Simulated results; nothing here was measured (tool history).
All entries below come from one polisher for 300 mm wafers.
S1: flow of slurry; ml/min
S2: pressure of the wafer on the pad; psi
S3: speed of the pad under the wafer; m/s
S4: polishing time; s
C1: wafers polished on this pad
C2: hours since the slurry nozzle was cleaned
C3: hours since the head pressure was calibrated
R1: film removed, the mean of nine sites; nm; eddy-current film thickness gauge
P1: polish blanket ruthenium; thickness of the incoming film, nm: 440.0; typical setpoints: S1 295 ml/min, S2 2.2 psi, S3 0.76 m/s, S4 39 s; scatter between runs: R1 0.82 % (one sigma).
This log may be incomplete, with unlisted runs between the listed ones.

Run 1, hour 9.1: S1 295 ml/min, S2 2.2 psi, S3 0.76 m/s, S4 39 s; C1 379; C2 634.3; C3 313.2. Result: R1 32.313 nm.
Run 2, hour 16.5: S1 220 ml/min, S2 3.4 psi, S3 0.76 m/s, S4 39 s; C1 460; C2 641.7; C3 320.6. Result: R1 47.951 nm.
Run 3, hour 25.8: S1 295 ml/min, S2 2.2 psi, S3 0.76 m/s, S4 39 s; C1 561; C2 651; C3 329.9. Result: R1 31.911 nm.
Run 4, hour 37.3: S1 295 ml/min, S2 3.3 psi, S3 0.76 m/s, S4 39 s; C1 686; C2 662.5; C3 341.4. Result: R1 48.066 nm.
Run 5, hour 45.7: S1 295 ml/min, S2 2.2 psi, S3 0.76 m/s, S4 39 s; C1 778; C2 670.9; C3 349.8. Result: R1 31.862 nm.
Run 6, hour 57: S1 295 ml/min, S2 2.2 psi, S3 0.76 m/s, S4 57 s; C1 901; C2 682.2; C3 361.1. Result: R1 46.101 nm.
Run 7, hour 68.7: S1 295 ml/min, S2 2.2 psi, S3 0.76 m/s, S4 39 s; C1 1028; C2 693.9; C3 372.8. Result: R1 31.904 nm.
Run 8, hour 79.3: S1 385 ml/min, S2 2.2 psi, S3 0.76 m/s, S4 39 s; C1 1144; C2 704.5; C3 383.4. Result: R1 32.798 nm.
Run 9, hour 87.2: S1 295 ml/min, S2 2.2 psi, S3 0.76 m/s, S4 39 s; C1 1230; C2 712.4; C3 391.3. Result: R1 32.08 nm.
Run 10, hour 97.4: S1 175 ml/min, S2 2.2 psi, S3 0.76 m/s, S4 39 s; C1 1341; C2 722.6; C3 401.5. Result: R1 29.731 nm.
Run 11, hour 104.2: S1 295 ml/min, S2 2.2 psi, S3 1.1 m/s, S4 57 s; C1 1415; C2 729.4; C3 408.3. Result: R1 66.659 nm.
Run 12, hour 113.7: S1 175 ml/min, S2 1.5 psi, S3 0.76 m/s, S4 39 s; C1 1518; C2 738.9; C3 417.8. Result: R1 20.51 nm.
Run 13, hour 123.1: S1 295 ml/min, S2 2.2 psi, S3 1.14 m/s, S4 39 s; C1 1621; C2 748.3; C3 427.2. Result: R1 48.125 nm.
Run 14, hour 133: S1 295 ml/min, S2 2.2 psi, S3 0.76 m/s, S4 39 s; C1 1729; C2 758.2; C3 437.1. Result: R1 31.868 nm.
Run 15, hour 140.9: S1 295 ml/min, S2 2.2 psi, S3 0.44 m/s, S4 39 s; C1 1815; C2 766.1; C3 445. Result: R1 18.317 nm.
Run 16, hour 153: S1 295 ml/min, S2 1 psi, S3 0.76 m/s, S4 39 s; C1 1946; C2 778.2; C3 457.1. Result: R1 14.386 nm.
Run 17, hour 161: S1 295 ml/min, S2 2.2 psi, S3 0.76 m/s, S4 18 s; C1 2034; C2 786.2; C3 465.1. Result: R1 14.823 nm.
Run 18, hour 173.7: S1 295 ml/min, S2 2.2 psi, S3 0.76 m/s, S4 39 s; C1 2172; C2 798.9; C3 477.8. Result: R1 32.172 nm.

Run 19, settings as shown, results not yet in. Your forecast:
Run 19, hour 184.4: S1 295 ml/min, S2 2.2 psi, S3 0.76 m/s, S4 39 s; C1 2288; C2 809.6; C3 488.5. Result: R1 ?.

For run 19 the tool returned R1 31.146 nm.
